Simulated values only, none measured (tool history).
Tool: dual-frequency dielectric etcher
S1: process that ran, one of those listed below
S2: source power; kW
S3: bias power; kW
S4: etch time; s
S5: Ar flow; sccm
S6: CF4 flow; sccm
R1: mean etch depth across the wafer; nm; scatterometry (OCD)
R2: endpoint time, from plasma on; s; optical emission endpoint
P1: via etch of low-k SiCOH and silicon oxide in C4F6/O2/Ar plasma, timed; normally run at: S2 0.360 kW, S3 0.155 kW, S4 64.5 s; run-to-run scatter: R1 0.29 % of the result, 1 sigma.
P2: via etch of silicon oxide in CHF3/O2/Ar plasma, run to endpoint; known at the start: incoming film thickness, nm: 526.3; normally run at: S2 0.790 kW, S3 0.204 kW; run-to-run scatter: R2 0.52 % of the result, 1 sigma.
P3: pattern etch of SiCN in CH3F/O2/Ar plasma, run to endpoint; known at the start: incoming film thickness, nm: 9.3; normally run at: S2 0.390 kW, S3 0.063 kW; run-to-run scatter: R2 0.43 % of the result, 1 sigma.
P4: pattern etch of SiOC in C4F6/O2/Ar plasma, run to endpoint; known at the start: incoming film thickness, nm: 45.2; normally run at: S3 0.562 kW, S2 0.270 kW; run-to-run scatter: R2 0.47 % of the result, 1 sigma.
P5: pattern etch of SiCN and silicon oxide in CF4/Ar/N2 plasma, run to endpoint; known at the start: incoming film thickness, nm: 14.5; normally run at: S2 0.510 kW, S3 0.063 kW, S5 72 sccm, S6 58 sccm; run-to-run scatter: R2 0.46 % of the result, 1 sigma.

| run | hour | S1 | S2 | S3 | S4 | S5 | S6 | R1 | R2 |
|---|---|---|---|---|---|---|---|---|---|
| 1 | 12.8 | P1 | 0.360 | 0.155 | 64.5 |  |  | 154.440 |  |
| 2 | 29.9 | P4 | 0.270 | 0.720 |  |  |  |  | 15.229 |
| 3 | 48.5 | P5 | 0.510 | 0.037 |  | 72 | 58 |  | 18.283 |
|  | 51.5 | source power generator calibrated |
| 4 | 58.3 | P3 | 0.490 | 0.063 |  |  |  |  | 24.761 |
| 5 | 71.6 | P2 | 0.790 | 0.204 |  |  |  |  | 223.850 |
| 6 | 84.9 | P1 | 0.470 | 0.155 | 64.5 |  |  | 171.260 |  |
| 7 | 99.7 | P1 | 0.360 | 0.155 | 64.5 |  |  | 153.540 |  |
| 8 | 108.9 | P2 | 0.790 | 0.204 |  |  |  |  | 224.320 |
| 9 | 122.8 | P1 | 0.500 | 0.155 | 82.0 |  |  | 222.380 |  |
| 10 | 132.3 | P5 | 0.510 | 0.063 |  | 72 | 58 |  | 15.581 |
| 11 | 146.2 | P3 | 0.390 | 0.036 |  |  |  |  | 32.088 |
| 12 | 162.9 | P1 | 0.360 | 0.155 | 64.5 |  |  | 154.740 |  |
| 13 | 173.6 | P2 | 0.790 | 0.126 |  |  |  |  | 260.980 |
| 14 | 187.6 | P2 | 1.100 | 0.204 |  |  |  |  | 198.500 |
| 15 | 197.9 | P1 | 0.360 | 0.155 | 64.5 |  |  | 154.170 |  |
| 16 | 209.1 | P5 | 0.510 | 0.063 |  | 72 | 82 |  | 14.836 |
| 17 | 222.0 | P1 | 0.360 | 0.155 | 86.0 |  |  | 205.430 |  |
| 18 | 238.0 | P1 | 0.360 | 0.155 | 64.5 |  |  | 154.910 |  |
| 19 | 248.4 | P1 | 0.290 | 0.155 | 64.5 |  |  | 141.160 |  |
| 20 | 261.4 | P1 | 0.360 | 0.189 | 64.5 |  |  | 163.940 |  |
| 21 | 279.2 | P1 | 0.360 | 0.155 | 64.5 |  |  | 153.770 |  |
| 22 | 290.0 | P1 | 0.360 | 0.155 | 49.0 |  |  | 116.990 |  |
| 23 | 306.4 | P1 | 0.360 | 0.091 | 64.5 |  |  | 131.680 |  |
|  | 309.5 | bias power generator calibrated |
| 24 | 321.9 | P4 | 0.200 | 0.562 |  |  |  |  | 18.758 |
| 25 | 338.9 | P5 | 0.380 | 0.063 |  | 72 | 58 |  | 20.193 |
| 26 | 349.8 | P3 | 0.390 | 0.063 |  |  |  |  | 26.919 |
| 27 | 366.0 | P4 | 0.270 | 0.562 |  |  |  |  | 17.055 |
| 28 | 375.2 | P5 | 0.510 | 0.063 |  | 49 | 58 |  | 14.636 |
| 29 | 391.9 | P1 | 0.280 | 0.155 | 39.5 |  |  | 85.655 |  |
| 30 | 404.4 | P1 | 0.460 | 0.155 | 79.0 |  |  | 207.230 |  |
| 31 | 414.1 | P3 | 0.390 | 0.063 |  |  |  |  | 26.974 |
| 32 | 422.5 | P1 | 0.360 | 0.155 | 64.5 |  |  | 154.610 |  |
| 33 | 431.7 | P1 | 0.360 | 0.155 | 64.5 |  |  | 153.110 |  |
| 34 | 450.6 | P1 | 0.360 | 0.155 | 64.5 |  |  | 151.840 |  |
| 35 | 462.6 | P1 | 0.360 | 0.155 | 64.5 |  |  | 152.550 |  |
|  | 468.2 | wet clean of the chamber |
| 36 | 476.5 | P1 | 0.360 | 0.155 | 64.5 |  |  | 151.840 |  |
| 37 | 485.4 | P1 | 0.360 | 0.155 | 64.5 |  |  | 152.220 |  |
| 38 | 501.5 | P1 | 0.360 | 0.155 | 64.5 |  |  | 151.970 |  |

What P1 gives has crept away from where it was. These 2 causes fit the log equally well, each at the size given:
A: bias power that arrives under what is set, % = 4.63
B: source power that arrives under what is set, % = 3.63
The creep began at about hour 422.5.
Why every other cause is out:
chamber walls in a state that lowers the etch rate, %: serviced at hour 468.2, which brought nothing back

4 check runs are offered, each on 3 wafers whose results are averaged, their results left as question marks. Which one tells the causes apart?
| check 1 | 517.6 | P5 | 0.510 | 0.040 |  | 72 | 80 |  | ? |
| check 2 | 517.6 | P3 | 0.460 | 0.063 |  |  |  |  | ? |
| check 3 | 517.6 | P2 | 0.970 | 0.204 |  |  |  |  | ? |
| check 4 | 517.6 | P4 | 0.270 | 0.709 |  |  |  |  | ? |

What each check would give under each cause:
| check | result | if A | if B |
|---|---|---|---|
| check 1 | R2 | 17.143 | 17.507 |
| check 2 | R2 | 25.736 | 25.686 |
| check 3 | R2 | 209.760 | 209.440 |
| check 4 | R2 | 15.747 | 15.662 |
How far apart the two closest causes lie, in the result that separates them most: check 1 2.1 %; check 2 0.19 %; check 3 0.16 %; check 4 0.54 %
Check 1 tells the causes apart: in the others they would give nearly the same result.

Then check 1 was run and gave: R2 17.055 s. Which cause is it?

It is A: bias power that arrives under what is set, %.
